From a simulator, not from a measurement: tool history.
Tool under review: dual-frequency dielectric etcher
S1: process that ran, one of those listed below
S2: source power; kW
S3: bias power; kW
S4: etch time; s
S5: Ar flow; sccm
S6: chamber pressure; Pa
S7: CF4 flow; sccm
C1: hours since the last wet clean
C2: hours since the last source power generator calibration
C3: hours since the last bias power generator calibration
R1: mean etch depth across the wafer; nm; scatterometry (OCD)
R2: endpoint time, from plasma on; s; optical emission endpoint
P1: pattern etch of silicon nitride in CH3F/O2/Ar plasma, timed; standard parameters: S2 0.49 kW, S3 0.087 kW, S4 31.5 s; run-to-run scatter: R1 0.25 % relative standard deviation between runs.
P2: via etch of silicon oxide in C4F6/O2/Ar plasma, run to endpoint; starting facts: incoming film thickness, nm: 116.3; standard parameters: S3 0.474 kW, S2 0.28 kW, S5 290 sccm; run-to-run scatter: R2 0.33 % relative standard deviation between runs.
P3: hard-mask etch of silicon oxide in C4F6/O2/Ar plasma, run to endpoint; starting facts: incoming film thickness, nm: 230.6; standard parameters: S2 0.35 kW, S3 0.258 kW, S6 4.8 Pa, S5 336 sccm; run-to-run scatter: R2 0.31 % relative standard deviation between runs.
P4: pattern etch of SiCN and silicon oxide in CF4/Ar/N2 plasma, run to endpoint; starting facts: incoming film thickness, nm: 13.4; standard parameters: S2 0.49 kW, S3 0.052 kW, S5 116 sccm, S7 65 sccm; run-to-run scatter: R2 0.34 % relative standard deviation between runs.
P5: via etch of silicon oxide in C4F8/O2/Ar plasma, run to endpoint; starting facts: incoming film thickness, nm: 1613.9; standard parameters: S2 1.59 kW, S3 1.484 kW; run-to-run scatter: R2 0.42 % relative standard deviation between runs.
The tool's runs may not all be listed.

{"run": 1, "hour": 6.8, "S1": "P1", "S2": 0.49, "S3": 0.087, "S4": 31.5, "C1": 469.4, "C2": 720.7, "C3": 1173.1, "R1": 26.135}
{"run": 2, "hour": 18.7, "S1": "P2", "S2": 0.34, "S3": 0.474, "S5": 290, "C1": 481.3, "C2": 732.6, "C3": 1185, "R2": 27.196}
{"run": 3, "hour": 30.1, "S1": "P3", "S2": 0.35, "S3": 0.307, "S5": 336, "S6": 4.8, "C1": 492.7, "C2": 744, "C3": 1196.4, "R2": 67.805}
{"run": 4, "hour": 44.8, "S1": "P5", "S2": 1.59, "S3": 1.963, "C1": 507.4, "C2": 758.7, "C3": 1211.1, "R2": 358.95}
{"run": 5, "hour": 56.5, "S1": "P1", "S2": 0.49, "S3": 0.087, "S4": 23.5, "C1": 519.1, "C2": 770.4, "C3": 1222.8, "R1": 19.424}
{"run": 6, "hour": 67.4, "S1": "P2", "S2": 0.28, "S3": 0.474, "S5": 290, "C1": 530, "C2": 781.3, "C3": 1233.7, "R2": 29.356}
{"run": 7, "hour": 82.4, "S1": "P4", "S2": 0.49, "S3": 0.052, "S5": 116, "S7": 48, "C1": 545, "C2": 796.3, "C3": 1248.7, "R2": 17.707}
{"run": 8, "hour": 93.6, "S1": "P1", "S2": 0.49, "S3": 0.057, "S4": 31.5, "C1": 556.2, "C2": 807.5, "C3": 1259.9, "R1": 22.619}
{"run": 9, "hour": 109.0, "S1": "P4", "S2": 0.49, "S3": 0.052, "S5": 116, "S7": 65, "C1": 571.6, "C2": 822.9, "C3": 1275.3, "R2": 16.785}
{"run": 10, "hour": 117.7, "S1": "P3", "S2": 0.35, "S3": 0.258, "S5": 336, "S6": 6.33, "C1": 580.3, "C2": 831.6, "C3": 1284, "R2": 74.554}
{"run": 11, "hour": 131.5, "S1": "P1", "S2": 0.49, "S3": 0.087, "S4": 31.5, "C1": 594.1, "C2": 845.4, "C3": 1297.8, "R1": 26.044}
{"run": 12, "hour": 139.0, "S1": "P1", "S2": 0.59, "S3": 0.087, "S4": 39.5, "C1": 601.6, "C2": 852.9, "C3": 1305.3, "R1": 35.028}
{"run": 13, "hour": 152.3, "S1": "P5", "S2": 1.1, "S3": 1.484, "C1": 614.9, "C2": 866.2, "C3": 1318.6, "R2": 449.07}
{"run": 14, "hour": 159.0, "S1": "P4", "S2": 0.49, "S3": 0.052, "S5": 83, "S7": 65, "C1": 621.6, "C2": 872.9, "C3": 1325.3, "R2": 15.797}
{"run": 15, "hour": 172.1, "S1": "P1", "S2": 0.36, "S3": 0.087, "S4": 31.5, "C1": 634.7, "C2": 886, "C3": 1338.4, "R1": 23.171}
{"run": 16, "hour": 186.5, "S1": "P1", "S2": 0.49, "S3": 0.087, "S4": 31.5, "C1": 649.1, "C2": 900.4, "C3": 1352.8, "R1": 25.954}
{"run": 17, "hour": 197.0, "S1": "P1", "S2": 0.49, "S3": 0.115, "S4": 31.5, "C1": 659.6, "C2": 910.9, "C3": 1363.3, "R1": 28.767}
{"run": 18, "hour": 211.6, "S1": "P3", "S2": 0.49, "S3": 0.258, "S5": 336, "S6": 4.8, "C1": 674.2, "C2": 925.5, "C3": 1377.9, "R2": 63.336}
{"run": 19, "hour": 221.3, "S1": "P2", "S2": 0.28, "S3": 0.668, "S5": 290, "C1": 683.9, "C2": 935.2, "C3": 1387.6, "R2": 25.576}
{"run": 20, "hour": 229.9, "S1": "P4", "S2": 0.64, "S3": 0.052, "S5": 116, "S7": 65, "C1": 692.5, "C2": 943.8, "C3": 1396.2, "R2": 13.26}
{"run": 21, "hour": 239.1, "S1": "P1", "S2": 0.49, "S3": 0.087, "S4": 43, "C1": 701.7, "C2": 953, "C3": 1405.4, "R1": 35.653}
{"run": 22, "hour": 254.5, "S1": "P1", "S2": 0.59, "S3": 0.087, "S4": 31.5, "C1": 717.1, "C2": 968.4, "C3": 1420.8, "R1": 27.964}
{"run": 23, "hour": 267.6, "S1": "P2", "S2": 0.28, "S3": 0.474, "S5": 226, "C1": 730.2, "C2": 981.5, "C3": 1433.9, "R2": 28.498}
{"run": 24, "hour": 279.7, "S1": "P1", "S2": 0.49, "S3": 0.087, "S4": 31.5, "C1": 742.3, "C2": 993.6, "C3": 1446, "R1": 26.05}
{"run": 25, "hour": 289.2, "S1": "P5", "S2": 1.59, "S3": 1.484, "C1": 751.8, "C2": 1003.1, "C3": 1455.5, "R2": 386.67}
{"run": 26, "hour": 297.7, "S1": "P1", "S2": 0.49, "S3": 0.114, "S4": 22.5, "C1": 760.3, "C2": 1011.6, "C3": 1464, "R1": 20.493}
{"run": 27, "hour": 307.5, "S1": "P3", "S2": 0.35, "S3": 0.258, "S5": 336, "S6": 4.8, "C1": 770.1, "C2": 1021.4, "C3": 1473.8, "R2": 71.931}
{"run": 28, "hour": 323.1, "S1": "P4", "S2": 0.49, "S3": 0.052, "S5": 116, "S7": 65, "C1": 785.7, "C2": 1037, "C3": 1489.4, "R2": 16.802}
{"hour": 326.1, "done": "wet clean of the chamber"}
{"run": 29, "hour": 337.9, "S1": "P2", "S2": 0.28, "S3": 0.474, "S5": 290, "C1": 11.8, "C2": 1051.8, "C3": 1504.2, "R2": 29.343}
{"run": 30, "hour": 349.4, "S1": "P3", "S2": 0.35, "S3": 0.258, "S5": 454, "S6": 4.8, "C1": 23.3, "C2": 1063.3, "C3": 1515.7, "R2": 74.493}
{"run": 31, "hour": 362.9, "S1": "P4", "S2": 0.49, "S3": 0.04, "S5": 116, "S7": 65, "C1": 36.8, "C2": 1076.8, "C3": 1529.2, "R2": 18.322}
{"run": 32, "hour": 374.0, "S1": "P5", "S2": 1.59, "S3": 1.484, "C1": 47.9, "C2": 1087.9, "C3": 1540.3, "R2": 385.55}
{"run": 33, "hour": 387.8, "S1": "P1", "S2": 0.49, "S3": 0.087, "S4": 31.5, "C1": 61.7, "C2": 1101.7, "C3": 1554.1, "R1": 26.068}
{"run": 34, "hour": 400.7, "S1": "P1", "S2": 0.49, "S3": 0.087, "S4": 31.5, "C1": 74.6, "C2": 1114.6, "C3": 1567, "R1": 25.784}
{"run": 35, "hour": 414.2, "S1": "P1", "S2": 0.49, "S3": 0.087, "S4": 31.5, "C1": 88.1, "C2": 1128.1, "C3": 1580.5, "R1": 25.838}
{"hour": 426.3, "done": "wet clean of the chamber"}
{"run": 36, "hour": 427.5, "S1": "P1", "S2": 0.49, "S3": 0.087, "S4": 31.5, "C1": 1.3, "C2": 1141.4, "C3": 1593.8, "R1": 25.72}
{"run": 37, "hour": 442.0, "S1": "P1", "S2": 0.49, "S3": 0.087, "S4": 31.5, "C1": 15.8, "C2": 1155.9, "C3": 1608.3, "R1": 25.681}
{"run": 38, "hour": 457.6, "S1": "P1", "S2": 0.49, "S3": 0.087, "S4": 31.5, "C1": 31.4, "C2": 1171.5, "C3": 1623.9, "R1": 25.633}
{"run": 39, "hour": 470.8, "S1": "P1", "S2": 0.49, "S3": 0.087, "S4": 31.5, "C1": 44.6, "C2": 1184.7, "C3": 1637.1, "R1": 25.72}

P1 has crept away from where it was. The log is fitted equally well by each of these 2 causes, at the sizes shown:
A: bias power that arrives under what is set, % = 4.79
B: source power that arrives under what is set, % = 4.46
Onset of the creep was near hour 387.8.
All other causes, with the reason each is excluded:
chamber walls in a state that lowers the etch rate, %: serviced at hour 426.3, after the drift had started, without restoring the earlier output

4 check runs are offered, one wafer each, their results left as question marks. Which one tells the causes apart?
{"run": "check 1", "hour": 484.0, "S1": "P5", "S2": 1.59, "S3": 1.484, "R2": "?"}
{"run": "check 2", "hour": 484.0, "S1": "P2", "S2": 0.28, "S3": 0.474, "S5": 290, "R2": "?"}
{"run": "check 3", "hour": 484.0, "S1": "P4", "S2": 0.49, "S3": 0.052, "S5": 116, "S7": 65, "R2": "?"}
{"run": "check 4", "hour": 484.0, "S1": "P3", "S2": 0.35, "S3": 0.258, "S5": 336, "S6": 4.8, "R2": "?"}

Check results expected under each cause:
check=check_1 result=R2 if_A=391.89 if_B=393.93
check=check_2 result=R2 if_A=29.893 if_B=29.842
check=check_3 result=R2 if_A=17.048 if_B=17.475
check=check_4 result=R2 if_A=73.196 if_B=73.241
Smallest distance between any two causes, each pair judged by its most separating result, in per cent: check 1 0.52 %; check 2 0.17 %; check 3 2.47 %; check 4 0.06 %
The other checks would show nearly matching results whichever cause is true, so check 3 is the only one that separates the causes.

Check 3 was then run and gave: R2 17.127 s. Which cause is it?

The cause is A: bias power that arrives under what is set, %.
